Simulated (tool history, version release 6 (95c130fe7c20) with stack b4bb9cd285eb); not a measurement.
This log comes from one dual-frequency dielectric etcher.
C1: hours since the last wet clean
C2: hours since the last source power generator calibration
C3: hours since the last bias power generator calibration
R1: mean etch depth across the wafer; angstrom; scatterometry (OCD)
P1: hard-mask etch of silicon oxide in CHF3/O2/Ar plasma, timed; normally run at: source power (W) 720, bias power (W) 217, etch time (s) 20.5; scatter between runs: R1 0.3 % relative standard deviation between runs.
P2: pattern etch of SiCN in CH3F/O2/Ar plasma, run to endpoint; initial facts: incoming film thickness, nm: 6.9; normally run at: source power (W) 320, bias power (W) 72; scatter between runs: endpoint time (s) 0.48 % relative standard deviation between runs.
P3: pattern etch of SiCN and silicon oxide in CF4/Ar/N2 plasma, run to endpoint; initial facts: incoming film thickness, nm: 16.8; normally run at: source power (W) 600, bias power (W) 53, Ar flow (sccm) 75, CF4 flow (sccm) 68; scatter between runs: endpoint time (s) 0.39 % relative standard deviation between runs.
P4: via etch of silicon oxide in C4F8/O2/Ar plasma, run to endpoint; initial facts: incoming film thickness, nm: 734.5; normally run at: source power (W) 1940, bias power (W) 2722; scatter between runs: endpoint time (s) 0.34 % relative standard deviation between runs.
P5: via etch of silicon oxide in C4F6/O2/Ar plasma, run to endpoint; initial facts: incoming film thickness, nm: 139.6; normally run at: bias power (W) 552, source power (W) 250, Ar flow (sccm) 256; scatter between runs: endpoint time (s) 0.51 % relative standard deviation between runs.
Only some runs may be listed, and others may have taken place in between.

run 1 day=0.404 | process_that_ran=P1 source_power_(W)=720 bias_power_(W)=217 etch_time_(s)=20.5 | C1=68.1 C2=1009.8 C3=680.4 | R1=471.47
run 2 day=0.750 | process_that_ran=P3 source_power_(W)=600 bias_power_(W)=67 Ar_flow_(sccm)=75 CF4_flow_(sccm)=68 | C1=76.4 C2=1018.1 C3=688.7 | endpoint_time_(s)=14.945
run 3 day=1.225 | process_that_ran=P5 source_power_(W)=250 bias_power_(W)=552 Ar_flow_(sccm)=256 | C1=87.8 C2=1029.5 C3=700.1 | endpoint_time_(s)=33.685
run 4 day=1.854 | process_that_ran=P1 source_power_(W)=860 bias_power_(W)=146 etch_time_(s)=20.5 | C1=102.9 C2=1044.6 C3=715.2 | R1=440.05
run 5 day=2.196 | process_that_ran=P5 source_power_(W)=250 bias_power_(W)=552 Ar_flow_(sccm)=318 | C1=111.1 C2=1052.8 C3=723.4 | endpoint_time_(s)=34.546
run 6 day=2.579 | process_that_ran=P1 source_power_(W)=720 bias_power_(W)=217 etch_time_(s)=26.0 | C1=120.3 C2=1062.0 C3=732.6 | R1=598.95
run 7 day=3.088 | process_that_ran=P3 source_power_(W)=440 bias_power_(W)=53 Ar_flow_(sccm)=75 CF4_flow_(sccm)=68 | C1=132.5 C2=1074.2 C3=744.8 | endpoint_time_(s)=21.294
run 8 day=3.521 | process_that_ran=P1 source_power_(W)=720 bias_power_(W)=217 etch_time_(s)=11.5 | C1=142.9 C2=1084.6 C3=755.2 | R1=263.38
run 9 day=3.988 | process_that_ran=P1 source_power_(W)=430 bias_power_(W)=217 etch_time_(s)=20.5 | C1=154.1 C2=1095.8 C3=766.4 | R1=386.41
run 10 day=4.617 | process_that_ran=P1 source_power_(W)=720 bias_power_(W)=217 etch_time_(s)=20.5 | C1=169.2 C2=1110.9 C3=781.5 | R1=468.07
run 11 day=5.225 | process_that_ran=P5 source_power_(W)=250 bias_power_(W)=363 Ar_flow_(sccm)=256 | C1=183.8 C2=1125.5 C3=796.1 | endpoint_time_(s)=39.525
run 12 day=5.767 | process_that_ran=P3 source_power_(W)=600 bias_power_(W)=53 Ar_flow_(sccm)=104 CF4_flow_(sccm)=68 | C1=196.8 C2=1138.5 C3=809.1 | endpoint_time_(s)=17.044
run 13 day=6.212 | process_that_ran=P2 source_power_(W)=320 bias_power_(W)=43 | C1=207.5 C2=1149.2 C3=819.8 | endpoint_time_(s)=23.963
run 14 day=6.650 | process_that_ran=P3 source_power_(W)=600 bias_power_(W)=53 Ar_flow_(sccm)=75 CF4_flow_(sccm)=40 | C1=218.0 C2=1159.7 C3=830.3 | endpoint_time_(s)=17.745
run 15 day=6.942 | process_that_ran=P4 source_power_(W)=1940 bias_power_(W)=1924 | C1=225.0 C2=1166.7 C3=837.3 | endpoint_time_(s)=150.970
run 16 day=7.283 | process_that_ran=P3 source_power_(W)=600 bias_power_(W)=53 Ar_flow_(sccm)=75 CF4_flow_(sccm)=68 | C1=233.2 C2=1174.9 C3=845.5 | endpoint_time_(s)=16.064
run 17 day=7.733 | process_that_ran=P2 source_power_(W)=320 bias_power_(W)=72 | C1=244.0 C2=1185.7 C3=856.3 | endpoint_time_(s)=20.241
run 18 day=8.354 | process_that_ran=P5 source_power_(W)=250 bias_power_(W)=552 Ar_flow_(sccm)=256 | C1=258.9 C2=1200.6 C3=871.2 | endpoint_time_(s)=33.432
run 19 day=8.721 | process_that_ran=P1 source_power_(W)=720 bias_power_(W)=217 etch_time_(s)=20.5 | C1=267.7 C2=1209.4 C3=880.0 | R1=468.85
run 20 day=9.383 | process_that_ran=P1 source_power_(W)=720 bias_power_(W)=260 etch_time_(s)=20.5 | C1=283.6 C2=1225.3 C3=895.9 | R1=501.87
run 21 day=9.788 | process_that_ran=P2 source_power_(W)=410 bias_power_(W)=72 | C1=293.3 C2=1235.0 C3=905.6 | endpoint_time_(s)=18.470
run 22 day=10.275 | process_that_ran=P2 source_power_(W)=320 bias_power_(W)=72 | C1=305.0 C2=1246.7 C3=917.3 | endpoint_time_(s)=20.299
run 23 day=10.925 | process_that_ran=P4 source_power_(W)=2550 bias_power_(W)=2722 | C1=320.6 C2=1262.3 C3=932.9 | endpoint_time_(s)=122.170
run 24 day=11.492 | process_that_ran=P1 source_power_(W)=720 bias_power_(W)=142 etch_time_(s)=15.0 | C1=334.2 C2=1275.9 C3=946.5 | R1=297.58
run 25 day=12.150 | process_that_ran=P1 source_power_(W)=720 bias_power_(W)=144 etch_time_(s)=20.5 | C1=350.0 C2=1291.7 C3=962.3 | R1=410.37
run 26 day=12.521 | process_that_ran=P4 source_power_(W)=1940 bias_power_(W)=2722 | C1=358.9 C2=1300.6 C3=971.2 | endpoint_time_(s)=136.900
run 27 day=12.892 | process_that_ran=P5 source_power_(W)=160 bias_power_(W)=552 Ar_flow_(sccm)=256 | C1=367.8 C2=1309.5 C3=980.1 | endpoint_time_(s)=39.604
run 28 day=13.429 | process_that_ran=P1 source_power_(W)=920 bias_power_(W)=217 etch_time_(s)=20.5 | C1=380.7 C2=1322.4 C3=993.0 | R1=514.65
run 29 day=13.821 | process_that_ran=P1 source_power_(W)=720 bias_power_(W)=217 etch_time_(s)=20.5 | C1=390.1 C2=1331.8 C3=1002.4 | R1=468.62
run 30 day=14.421 | process_that_ran=P1 source_power_(W)=720 bias_power_(W)=217 etch_time_(s)=20.5 | C1=404.5 C2=1346.2 C3=1016.8 | R1=471.12
run 31 day=14.842 | process_that_ran=P1 source_power_(W)=720 bias_power_(W)=217 etch_time_(s)=20.5 | C1=414.6 C2=1356.3 C3=1026.9 | R1=470.03
run 32 day=15.192 | process_that_ran=P1 source_power_(W)=720 bias_power_(W)=217 etch_time_(s)=20.5 | C1=423.0 C2=1364.7 C3=1035.3 | R1=473.14
run 33 day=15.808 | process_that_ran=P1 source_power_(W)=720 bias_power_(W)=217 etch_time_(s)=20.5 | C1=437.8 C2=1379.5 C3=1050.1 | R1=474.61
run 34 day=16.212 | process_that_ran=P1 source_power_(W)=720 bias_power_(W)=217 etch_time_(s)=20.5 | C1=447.5 C2=1389.2 C3=1059.8 | R1=475.36
run 35 day=16.529 | process_that_ran=P1 source_power_(W)=720 bias_power_(W)=217 etch_time_(s)=20.5 | C1=455.1 C2=1396.8 C3=1067.4 | R1=476.38
-- day=16.921 wet clean of the chamber
run 36 day=17.117 | process_that_ran=P1 source_power_(W)=720 bias_power_(W)=217 etch_time_(s)=20.5 | C1=4.8 C2=1410.9 C3=1081.5 | R1=477.52
run 37 day=17.433 | process_that_ran=P1 source_power_(W)=720 bias_power_(W)=217 etch_time_(s)=20.5 | C1=12.4 C2=1418.5 C3=1089.1 | R1=479.98
run 38 day=17.954 | process_that_ran=P1 source_power_(W)=720 bias_power_(W)=217 etch_time_(s)=20.5 | C1=24.9 C2=1431.0 C3=1101.6 | R1=478.94
run 39 day=18.379 | process_that_ran=P1 source_power_(W)=720 bias_power_(W)=217 etch_time_(s)=20.5 | C1=35.1 C2=1441.2 C3=1111.8 | R1=475.26
run 40 day=18.800 | process_that_ran=P1 source_power_(W)=720 bias_power_(W)=217 etch_time_(s)=20.5 | C1=45.2 C2=1451.3 C3=1121.9 | R1=478.04

The output of P1 has drifted from where it used to be. Each of the 2 causes below, taken at the size shown beside it, accounts for the log equally well:
A: bias power that arrives over what is set, % = 4.85
B: source power that arrives over what is set, % = 4.41
At approximately day 14.842, the process output began to creep.
What rules out each remaining cause:
chamber walls in a state that raises the etch rate, %: its service at day 16.921 followed the start of the drift and did not put the process back to its old value

Which of the check runs below tells the causes apart, meaning the causes would give it clearly different results? Each run uses 2 wafers whose results are averaged, and each result is shown as a question mark.
run check 1 day=19.221 | process_that_ran=P2 source_power_(W)=410 bias_power_(W)=72 | endpoint_time_(s)=?
run check 2 day=19.221 | process_that_ran=P3 source_power_(W)=600 bias_power_(W)=53 Ar_flow_(sccm)=86 CF4_flow_(sccm)=41 | endpoint_time_(s)=?
run check 3 day=19.221 | process_that_ran=P4 source_power_(W)=2360 bias_power_(W)=2023 | endpoint_time_(s)=?
run check 4 day=19.221 | process_that_ran=P5 source_power_(W)=180 bias_power_(W)=552 Ar_flow_(sccm)=316 | endpoint_time_(s)=?

What every check run would give for each of its results, assuming each possible cause in turn:
check=check_1 result=endpoint_time_(s) if_A=18.161 if_B=18.171
check=check_2 result=endpoint_time_(s) if_A=17.729 if_B=17.333
check=check_3 result=endpoint_time_(s) if_A=136.060 if_B=135.540
check=check_4 result=endpoint_time_(s) if_A=38.058 if_B=38.172
Smallest distance between any two causes, each pair judged by its most separating result, in per cent: check 1 0.05 %; check 2 2.26 %; check 3 0.38 %; check 4 0.3 %
Check 2 distinguishes between the causes, while the remaining checks would return nearly the same result for all of them.

Running check 2 produced the following: endpoint time (s) 17.356. Which one of the listed causes fits?

It is B: source power that arrives over what is set, %.
